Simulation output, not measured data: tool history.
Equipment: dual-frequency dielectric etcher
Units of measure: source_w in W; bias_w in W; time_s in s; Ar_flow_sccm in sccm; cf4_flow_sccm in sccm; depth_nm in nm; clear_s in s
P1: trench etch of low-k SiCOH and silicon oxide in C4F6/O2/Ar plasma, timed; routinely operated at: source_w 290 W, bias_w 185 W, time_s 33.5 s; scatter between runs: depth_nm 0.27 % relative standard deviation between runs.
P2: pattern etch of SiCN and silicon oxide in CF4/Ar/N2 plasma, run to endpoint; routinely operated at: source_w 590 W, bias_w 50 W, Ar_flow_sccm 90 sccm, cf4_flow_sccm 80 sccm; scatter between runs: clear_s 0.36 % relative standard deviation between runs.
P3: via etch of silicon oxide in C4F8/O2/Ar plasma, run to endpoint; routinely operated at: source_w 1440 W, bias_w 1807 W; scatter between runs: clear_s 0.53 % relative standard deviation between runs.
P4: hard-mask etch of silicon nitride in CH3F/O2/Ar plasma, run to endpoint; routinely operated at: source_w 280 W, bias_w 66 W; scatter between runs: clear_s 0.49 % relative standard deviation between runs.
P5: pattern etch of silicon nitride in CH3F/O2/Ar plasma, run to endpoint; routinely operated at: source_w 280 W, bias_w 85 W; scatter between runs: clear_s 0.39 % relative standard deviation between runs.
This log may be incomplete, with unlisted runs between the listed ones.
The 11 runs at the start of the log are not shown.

{"run": 12, "hour": 143.1, "process": "P1", "source_w": 290, "bias_w": 185, "time_s": 41.5, "depth_nm": 119.92}
{"run": 13, "hour": 158.3, "process": "P1", "source_w": 350, "bias_w": 185, "time_s": 33.5, "depth_nm": 103.71}
{"run": 14, "hour": 166.1, "process": "P1", "source_w": 290, "bias_w": 185, "time_s": 33.5, "depth_nm": 96.143}
{"run": 15, "hour": 181.7, "process": "P1", "source_w": 290, "bias_w": 185, "time_s": 33.5, "depth_nm": 96.894}
{"run": 16, "hour": 195.5, "process": "P1", "source_w": 290, "bias_w": 236, "time_s": 33.5, "depth_nm": 104.81}
{"run": 17, "hour": 206.0, "process": "P1", "source_w": 290, "bias_w": 130, "time_s": 33.5, "depth_nm": 86.843}
{"run": 18, "hour": 216.9, "process": "P1", "source_w": 290, "bias_w": 185, "time_s": 33.5, "depth_nm": 96.776}
{"run": 19, "hour": 232.6, "process": "P4", "source_w": 280, "bias_w": 66, "clear_s": 93.805}
{"run": 20, "hour": 244.1, "process": "P3", "source_w": 1440, "bias_w": 1064, "clear_s": 346.6}
{"run": 21, "hour": 260.1, "process": "P5", "source_w": 210, "bias_w": 85, "clear_s": 55.164}
{"run": 22, "hour": 268.6, "process": "P2", "source_w": 590, "bias_w": 50, "Ar_flow_sccm": 108, "cf4_flow_sccm": 80, "clear_s": 9.8182}
{"run": 23, "hour": 282.0, "process": "P2", "source_w": 590, "bias_w": 50, "Ar_flow_sccm": 90, "cf4_flow_sccm": 80, "clear_s": 9.5326}
{"run": 24, "hour": 295.2, "process": "P1", "source_w": 290, "bias_w": 185, "time_s": 20.5, "depth_nm": 59.328}
{"run": 25, "hour": 304.1, "process": "P4", "source_w": 280, "bias_w": 90, "clear_s": 83.853}
{"run": 26, "hour": 314.7, "process": "P2", "source_w": 590, "bias_w": 50, "Ar_flow_sccm": 90, "cf4_flow_sccm": 65, "clear_s": 9.8379}
{"run": 27, "hour": 322.1, "process": "P2", "source_w": 800, "bias_w": 50, "Ar_flow_sccm": 90, "cf4_flow_sccm": 80, "clear_s": 7.237}
{"run": 28, "hour": 335.0, "process": "P1", "source_w": 290, "bias_w": 185, "time_s": 33.5, "depth_nm": 96.783}
{"run": 29, "hour": 346.2, "process": "P1", "source_w": 290, "bias_w": 185, "time_s": 33.5, "depth_nm": 97.993}
{"run": 30, "hour": 361.7, "process": "P1", "source_w": 290, "bias_w": 185, "time_s": 33.5, "depth_nm": 97.614}

Run 31 has not been measured yet. What should we expect?
{"run": 31, "hour": 371.7, "process": "P1", "source_w": 290, "bias_w": 185, "time_s": 33.5, "depth_nm": "?"}

{"run 31": {"depth_nm": 97.874}}
